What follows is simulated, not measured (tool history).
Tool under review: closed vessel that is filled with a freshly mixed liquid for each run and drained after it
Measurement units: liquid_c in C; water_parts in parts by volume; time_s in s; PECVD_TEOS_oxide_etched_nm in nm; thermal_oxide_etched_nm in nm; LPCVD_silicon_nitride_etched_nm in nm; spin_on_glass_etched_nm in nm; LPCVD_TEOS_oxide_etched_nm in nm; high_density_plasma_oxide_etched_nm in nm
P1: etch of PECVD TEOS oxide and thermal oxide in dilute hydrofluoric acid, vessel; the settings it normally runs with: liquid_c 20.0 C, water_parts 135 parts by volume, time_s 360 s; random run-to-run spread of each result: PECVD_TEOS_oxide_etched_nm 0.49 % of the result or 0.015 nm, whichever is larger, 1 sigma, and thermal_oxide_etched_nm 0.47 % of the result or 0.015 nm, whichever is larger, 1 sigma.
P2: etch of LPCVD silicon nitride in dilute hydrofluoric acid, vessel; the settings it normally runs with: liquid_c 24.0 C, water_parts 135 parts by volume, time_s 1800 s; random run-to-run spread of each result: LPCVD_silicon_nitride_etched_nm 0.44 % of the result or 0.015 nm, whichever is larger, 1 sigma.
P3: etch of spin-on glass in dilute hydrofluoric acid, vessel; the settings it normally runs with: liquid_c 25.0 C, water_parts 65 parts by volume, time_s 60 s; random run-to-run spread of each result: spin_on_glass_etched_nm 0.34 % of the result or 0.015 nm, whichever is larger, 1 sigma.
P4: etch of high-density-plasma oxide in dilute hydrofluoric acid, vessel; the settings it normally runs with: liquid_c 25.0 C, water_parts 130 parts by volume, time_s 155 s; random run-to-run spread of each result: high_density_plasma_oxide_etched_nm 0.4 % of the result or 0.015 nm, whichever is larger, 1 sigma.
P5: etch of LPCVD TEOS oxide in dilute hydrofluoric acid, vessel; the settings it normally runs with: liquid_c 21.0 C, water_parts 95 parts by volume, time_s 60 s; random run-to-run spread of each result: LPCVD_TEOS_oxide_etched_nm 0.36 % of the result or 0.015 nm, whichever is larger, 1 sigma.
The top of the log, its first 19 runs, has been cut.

run,hour,process,liquid_c,water_parts,time_s,PECVD_TEOS_oxide_etched_nm,thermal_oxide_etched_nm,LPCVD_silicon_nitride_etched_nm,spin_on_glass_etched_nm,LPCVD_TEOS_oxide_etched_nm,high_density_plasma_oxide_etched_nm
20,154.5,P2,24.0,135,1800,,,6.1874,,,
21,163.4,P1,20.0,210,360,15.706,6.3206,,,,
22,172.8,P1,20.0,135,360,26.425,10.6260,,,,
23,178.3,P1,20.0,65,360,59.014,23.6470,,,,
24,187.7,P3,25.0,90,60,,,,19.569,,
25,195.8,P4,25.0,130,45,,,,,,2.6506
26,202.0,P2,30.5,135,1800,,,9.4122,,,
27,208.6,P4,29.0,130,155,,,,,,10.6030
28,217.6,P1,20.0,135,85,6.258,2.5010,,,,
29,226.7,P1,20.0,135,360,26.333,10.6440,,,,
30,237.3,P1,20.0,135,360,26.502,10.5960,,,,
31,247.1,P1,20.0,135,360,25.714,10.2700,,,,
32,252.0,P1,20.0,135,360,25.315,10.0740,,,,
33,259.1,P1,20.0,135,360,25.217,10.1380,,,,
34,269.2,P1,20.0,135,360,24.771,9.9793,,,,
35,278.9,P1,20.0,135,360,24.766,9.9351,,,,
36,289.5,P1,20.0,135,360,24.479,9.8496,,,,
37,295.7,P1,20.0,135,360,24.539,9.8207,,,,
38,303.4,P1,20.0,135,360,24.346,9.7572,,,,
39,310.6,P1,20.0,135,360,24.469,9.7998,,,,

For run 40, what comes out?
40,318.6,P1,20.0,135,360,?,?,,,,

Run 40 yielded PECVD_TEOS_oxide_etched_nm 24.705 nm, thermal_oxide_etched_nm 9.7892 nm.
